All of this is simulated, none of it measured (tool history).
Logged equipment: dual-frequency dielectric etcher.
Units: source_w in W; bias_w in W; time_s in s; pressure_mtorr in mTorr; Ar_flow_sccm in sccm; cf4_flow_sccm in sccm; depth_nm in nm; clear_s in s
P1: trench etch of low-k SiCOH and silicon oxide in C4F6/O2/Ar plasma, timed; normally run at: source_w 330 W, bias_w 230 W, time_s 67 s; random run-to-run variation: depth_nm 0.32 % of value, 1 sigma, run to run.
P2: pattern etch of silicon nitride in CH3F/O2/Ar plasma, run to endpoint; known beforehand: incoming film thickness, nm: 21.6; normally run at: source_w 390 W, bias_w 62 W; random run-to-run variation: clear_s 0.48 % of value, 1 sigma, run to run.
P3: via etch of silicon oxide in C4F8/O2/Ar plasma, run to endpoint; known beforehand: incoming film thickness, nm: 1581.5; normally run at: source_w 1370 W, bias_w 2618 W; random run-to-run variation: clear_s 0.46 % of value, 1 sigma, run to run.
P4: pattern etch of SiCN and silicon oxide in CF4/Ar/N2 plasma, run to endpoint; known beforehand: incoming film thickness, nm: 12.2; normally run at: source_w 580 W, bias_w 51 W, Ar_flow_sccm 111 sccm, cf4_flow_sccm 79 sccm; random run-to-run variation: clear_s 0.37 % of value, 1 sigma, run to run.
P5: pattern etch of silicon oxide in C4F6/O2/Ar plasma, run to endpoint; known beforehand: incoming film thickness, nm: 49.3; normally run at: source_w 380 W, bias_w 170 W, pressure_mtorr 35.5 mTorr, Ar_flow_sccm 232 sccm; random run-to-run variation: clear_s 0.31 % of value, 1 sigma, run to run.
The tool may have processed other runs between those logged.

run	hour	process	source_w	bias_w	time_s	pressure_mtorr	Ar_flow_sccm	cf4_flow_sccm	hours since the last wet clean	hours since the last source power generator calibration	hours since the last bias power generator calibration	depth_nm	clear_s
1	10.3	P1	330	230	67				194.9	630.2	1433.1	221.81	
2	20	P1	330	162	67				204.6	639.9	1442.8	198.86	
3	28.7	P1	410	230	67				213.3	648.6	1451.5	241.04	
4	38.7	P3	1850	2618					223.3	658.6	1461.5		303.28
5	47.3	P5	380	170		35.5	232		231.9	667.2	1470.1		15.758
6	56.7	P1	330	230	85				241.3	676.6	1479.5	281.3	
7	66.8	P5	380	170		35.5	232		251.4	686.7	1489.6		15.678
8	71.9	P5	380	228		35.5	232		256.5	691.8	1494.7		14.326
9	80.7	P4	580	51			111	79	265.3	700.6	1503.5		12.853
10	86.4	P2	390	62					271	706.3	1509.2		33.066
11	96.8	P1	330	230	67				281.4	716.7	1519.6	221.84	
12	105.8	P5	380	170		35.5	189		290.4	725.7	1528.6		15.344
13	112.5	P1	330	230	67				297.1	732.4	1535.3	220.98	
14	120.4	P1	210	230	99				305	740.3	1543.2	275.07	
15	129.7	P4	580	51			111	98	314.3	749.6	1552.5		12.389
16	137.9	P1	230	230	67				322.5	757.8	1560.7	193.9	
17	146.4	P1	330	277	67				331	766.3	1569.2	235.26	
18	154.4	P2	270	62					339	774.3	1577.2		38.072
19	160	P1	260	170	67				344.6	779.9	1582.8	183.47	
20	169.5	P1	330	230	67				354.1	789.4	1592.3	221.94	
21	179.4	P1	330	230	67				364	799.3	1602.2	222.18	
22	188.8	P5	380	170		27	232		373.4	808.7	1611.6		15.19
23	196.1	P5	230	170		35.5	232		380.7	816	1618.9		19.157
24	201.4	P4	580	51			74	79	386	821.3	1624.2		11.913
25	207.8	P4	580	41			111	79	392.4	827.7	1630.6		13.56
26	213.4	P3	1370	3478					398	833.3	1636.2		311.82
27	218.6	P2	390	41					403.2	838.5	1641.4		38.025
28	228.6	P3	1370	2618					413.2	848.5	1651.4		339.91
29	234.5	P1	330	230	45.5				419.1	854.4	1657.3	150.84	
30	241.1	P4	790	51			111	79	425.7	861	1663.9		9.6682
31	249.3	P1	330	230	67				433.9	869.2	1672.1	222.16	
32	256.4	P1	330	230	67				441	876.3	1679.2	221.26	
33	265.3	P1	330	230	67				449.9	885.2	1688.1	218.66	
34	272.4	P1	330	230	67				457	892.3	1695.2	221.17	
35	282.3	P1	330	230	67				466.9	902.2	1705.1	218.39	
# hour 283.8: wet clean of the chamber
36	290.1	P1	330	230	67				6.4	910	1712.9	218.91	
37	294.9	P1	330	230	67				11.2	914.8	1717.7	218.26	
38	303.1	P1	330	230	67				19.4	923	1725.9	217.85	
39	308.4	P1	330	230	67				24.7	928.3	1731.2	218.15	

The output of P1 has drifted from where it used to be. Each of the 2 causes below, taken at the size shown beside it, accounts for the log equally well:
A: bias power that arrives under what is set, % = 4.69
B: source power that arrives under what is set, % = 4.12
Onset of the creep was near hour 249.3.
Why every other cause is out:
chamber walls in a state that lowers the etch rate, %: serviced after onset, at hour 283.8, with no recovery of the prior output

The list below offers 4 check runs, each averaging the results of 2 wafers, and shows each result as a question mark. For which of them would the listed causes give clearly different results?
check 1	313.7	P2	390	62									?
check 2	313.7	P3	1370	2618									?
check 3	313.7	P5	380	170		35.5	232						?
check 4	313.7	P4	580	51			111	79					?

Expected result of each check under each candidate cause:
check	result	if A	if B
check 1	clear_s	33.708	33.717
check 2	clear_s	345.99	346.53
check 3	clear_s	15.928	15.951
check 4	clear_s	12.92	13.222
Gap, in per cent, between the two causes that each check separates least, read from the result that separates them most: check 1 0.03 %; check 2 0.16 %; check 3 0.15 %; check 4 2.31 %
Check 4 tells the causes apart: in the others they would give nearly the same result.

Check 4 has now been run. It gave: clear_s 13.242 s. Which of the candidate causes is it?

The cause is B: source power that arrives under what is set, %.
